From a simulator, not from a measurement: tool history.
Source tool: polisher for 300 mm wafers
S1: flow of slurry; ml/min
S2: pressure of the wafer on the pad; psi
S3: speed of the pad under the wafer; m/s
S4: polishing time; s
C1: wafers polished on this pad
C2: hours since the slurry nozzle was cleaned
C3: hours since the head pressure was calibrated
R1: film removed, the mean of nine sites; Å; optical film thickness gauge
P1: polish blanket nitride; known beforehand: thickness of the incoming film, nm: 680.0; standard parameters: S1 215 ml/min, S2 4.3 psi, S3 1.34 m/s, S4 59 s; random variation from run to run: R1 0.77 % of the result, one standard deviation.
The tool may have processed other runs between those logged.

run	hour	S1	S2	S3	S4	C1	C2	C3	R1
1	14	215	4.3	1.34	59	389	197.7	394.3	1607.6
2	26.9	215	4.3	1.34	59	590	210.6	407.2	1618.8
3	35.8	315	4.3	1.34	59	729	219.5	416.1	1704.4
4	43.7	130	4.3	1.34	59	851	227.4	424	1498.5
5	50	215	4.3	1.34	59	950	233.7	430.3	1619
6	59.3	215	5.6	1.34	59	1094	243	439.6	2096.6
7	67.8	215	4.3	1.34	90	1226	251.5	448.1	2463.7
8	75.8	215	4.3	0.66	80	1351	259.5	456.1	1259.1
9	89.1	215	4.3	1.34	59	1558	272.8	469.4	1622.7
10	99	215	4.3	1.34	59	1712	282.7	479.3	1616.5
11	106.1	215	4.3	1.34	38	1822	289.8	486.4	1044.2
12	120.7	215	4.3	0.72	59	2049	304.4	501	993.48
13	127.6	215	4.3	2.08	59	2157	311.3	507.9	2306.5
14	139.2	215	4.3	1.66	79	2337	322.9	519.5	2549.9
15	152.7	130	4.3	1.66	59	2547	336.4	533	1781.4
16	164.7	215	2	1.34	59	2734	348.4	545	741.94
17	175.9	215	4.3	1.34	59	2908	359.6	556.2	1620.3
18	187.1	215	4.3	1.34	59	3082	370.8	567.4	1587.8
19	200	215	4.3	1.34	59	3283	383.7	580.3	1557.7
20	211.1	215	4.3	1.34	59	3456	394.8	591.4	1546.2
21	224	215	4.3	1.34	59	3657	407.7	604.3	1543
22	237.5	215	4.3	1.34	59	3867	421.2	617.8	1533.9
23	244.6	215	4.3	1.34	59	3977	428.3	624.9	1549.8
# hour 250.9: worn pad replaced by a new one
24	258.1	215	4.3	1.34	59	113	441.8	638.4	1541.8
25	264.7	215	4.3	1.34	59	216	448.4	645	1525.3
26	273	215	4.3	1.34	59	345	456.7	653.3	1535.4
27	284.8	215	4.3	1.34	59	528	468.5	665.1	1529.9

What P1 gives has crept off from where it sat before. The 2 causes that follow fit the log equally well, each at the size noted:
A: head's pressure below its setpoint, % = 5.62
B: slurry flow missing at the pad, % = 32.1
Onset of the creep was near hour 175.9.
What rules out each remaining cause:
removal rate lost through wear of the pad, %: serviced at hour 250.9, after the change had begun; the process did not return to its earlier output

Each of the check runs listed below is run on 3 wafers and reports their average, with the results left as question marks. Pick the one under which the possible causes would lead to clearly different results.
check 1	296.6	130	5.6	1.34	59				?
check 2	296.6	215	4.3	1.74	59				?
check 3	296.6	215	4.3	1.08	59				?
check 4	296.6	215	2.4	1.34	59				?

Expected result of each check under each candidate cause:
check	result	if A	if B
check 1	R1	1842	1780.5
check 2	R1	1888	1887.7
check 3	R1	1289.1	1288.9
check 4	R1	855.04	854.9
Per check, the gap between the least separated pair of causes, taken in the result that splits them most: check 1 3.39 %; check 2 0.02 %; check 3 0.02 %; check 4 0.02 %
Check 1 tells the causes apart: in the others they would give nearly the same result.

Check 1 has now been run. It gave: R1 1855.7 Å. Which of the candidate causes is it?

It was cause A: head's pressure below its setpoint, %.
